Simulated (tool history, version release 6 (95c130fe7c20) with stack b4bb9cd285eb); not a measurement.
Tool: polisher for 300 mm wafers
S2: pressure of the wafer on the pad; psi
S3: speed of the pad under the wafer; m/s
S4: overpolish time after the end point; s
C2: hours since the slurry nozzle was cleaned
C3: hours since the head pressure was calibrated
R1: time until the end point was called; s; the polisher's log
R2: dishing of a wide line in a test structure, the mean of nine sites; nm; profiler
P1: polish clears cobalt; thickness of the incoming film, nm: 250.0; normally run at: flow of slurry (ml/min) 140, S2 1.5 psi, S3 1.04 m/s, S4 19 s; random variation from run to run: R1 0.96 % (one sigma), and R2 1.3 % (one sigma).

{"run": 1, "day": 0.762, "flow of slurry (ml/min)": 140, "S2": 1.5, "S3": 1.04, "S4": 19, "wafers polished on this pad": 925, "C2": 208.3, "C3": 175.3, "R1": 53.613, "R2": 44.688}
{"run": 2, "day": 1.454, "flow of slurry (ml/min)": 140, "S2": 1.5, "S3": 1.04, "S4": 19, "wafers polished on this pad": 1045, "C2": 224.9, "C3": 191.9, "R1": 53.869, "R2": 44.895}
{"run": 3, "day": 2.2, "flow of slurry (ml/min)": 140, "S2": 1.5, "S3": 1.04, "S4": 36, "wafers polished on this pad": 1174, "C2": 242.8, "C3": 209.8, "R1": 54.605, "R2": 52.003}
{"run": 4, "day": 2.642, "flow of slurry (ml/min)": 140, "S2": 1.5, "S3": 1.04, "S4": 19, "wafers polished on this pad": 1250, "C2": 253.4, "C3": 220.4, "R1": 53.621, "R2": 44.038}
{"run": 5, "day": 3.154, "flow of slurry (ml/min)": 140, "S2": 2.1, "S3": 1.04, "S4": 19, "wafers polished on this pad": 1339, "C2": 265.7, "C3": 232.7, "R1": 37.891, "R2": 49.201}
{"run": 6, "day": 3.733, "flow of slurry (ml/min)": 85, "S2": 1.5, "S3": 1.04, "S4": 19, "wafers polished on this pad": 1439, "C2": 279.6, "C3": 246.6, "R1": 59.595, "R2": 43.175}
{"run": 7, "day": 4.117, "flow of slurry (ml/min)": 140, "S2": 1.5, "S3": 1.04, "S4": 19, "wafers polished on this pad": 1506, "C2": 288.8, "C3": 255.8, "R1": 53.64, "R2": 44.789}
{"run": 8, "day": 4.496, "flow of slurry (ml/min)": 140, "S2": 1.1, "S3": 1.04, "S4": 19, "wafers polished on this pad": 1571, "C2": 297.9, "C3": 264.9, "R1": 73.403, "R2": 38.016}
{"run": 9, "day": 5.25, "flow of slurry (ml/min)": 210, "S2": 1.5, "S3": 1.04, "S4": 19, "wafers polished on this pad": 1702, "C2": 316, "C3": 283, "R1": 50.423, "R2": 46.251}
{"run": 10, "day": 5.596, "flow of slurry (ml/min)": 140, "S2": 1.5, "S3": 0.48, "S4": 19, "wafers polished on this pad": 1762, "C2": 324.3, "C3": 291.3, "R1": 118.66, "R2": 29.776}
{"run": 11, "day": 6.121, "flow of slurry (ml/min)": 140, "S2": 1.5, "S3": 1.58, "S4": 19, "wafers polished on this pad": 1853, "C2": 336.9, "C3": 303.9, "R1": 35.627, "R2": 51.421}
{"day": 6.638, "done": "slurry nozzle cleaned"}
{"run": 12, "day": 6.738, "flow of slurry (ml/min)": 140, "S2": 1.5, "S3": 1.04, "S4": 19, "wafers polished on this pad": 1959, "C2": 2.5, "C3": 318.7, "R1": 53.864, "R2": 44.683}
{"run": 13, "day": 7.325, "flow of slurry (ml/min)": 140, "S2": 1.5, "S3": 1.58, "S4": 6, "wafers polished on this pad": 2061, "C2": 16.6, "C3": 332.8, "R1": 34.958, "R2": 29.721}
{"run": 14, "day": 8.033, "flow of slurry (ml/min)": 140, "S2": 1.5, "S3": 1.04, "S4": 6, "wafers polished on this pad": 2184, "C2": 33.6, "C3": 349.8, "R1": 54.222, "R2": 22.508}
{"run": 15, "day": 8.508, "flow of slurry (ml/min)": 140, "S2": 1.5, "S3": 1.04, "S4": 19, "wafers polished on this pad": 2266, "C2": 45, "C3": 361.2, "R1": 53.246, "R2": 43.766}
{"run": 16, "day": 8.946, "flow of slurry (ml/min)": 140, "S2": 1.5, "S3": 1.04, "S4": 19, "wafers polished on this pad": 2342, "C2": 55.5, "C3": 371.7, "R1": 55.556, "R2": 43.577}
{"run": 17, "day": 9.571, "flow of slurry (ml/min)": 140, "S2": 1.5, "S3": 1.04, "S4": 19, "wafers polished on this pad": 2450, "C2": 70.5, "C3": 386.7, "R1": 56.996, "R2": 42.912}
{"run": 18, "day": 10.317, "flow of slurry (ml/min)": 140, "S2": 1.5, "S3": 1.04, "S4": 19, "wafers polished on this pad": 2579, "C2": 88.4, "C3": 404.6, "R1": 58.035, "R2": 43.382}
{"day": 10.729, "done": "head pressure recalibrated"}
{"run": 19, "day": 10.888, "flow of slurry (ml/min)": 140, "S2": 1.5, "S3": 1.04, "S4": 19, "wafers polished on this pad": 2678, "C2": 102.1, "C3": 3.9, "R1": 58.006, "R2": 42.973}
{"run": 20, "day": 11.254, "flow of slurry (ml/min)": 140, "S2": 1.5, "S3": 1.04, "S4": 19, "wafers polished on this pad": 2741, "C2": 110.9, "C3": 12.7, "R1": 58.544, "R2": 42.841}
{"run": 21, "day": 11.925, "flow of slurry (ml/min)": 140, "S2": 1.5, "S3": 1.04, "S4": 19, "wafers polished on this pad": 2857, "C2": 127, "C3": 28.8, "R1": 58.995, "R2": 42.625}

Run 22 comes next. What will it give?
{"run": 22, "day": 12.325, "flow of slurry (ml/min)": 140, "S2": 1.5, "S3": 1.04, "S4": 19, "wafers polished on this pad": 2926, "C2": 136.6, "C3": 38.4, "R1": "?", "R2": "?"}

R1: 58.062 s
R2: 42.341 nm
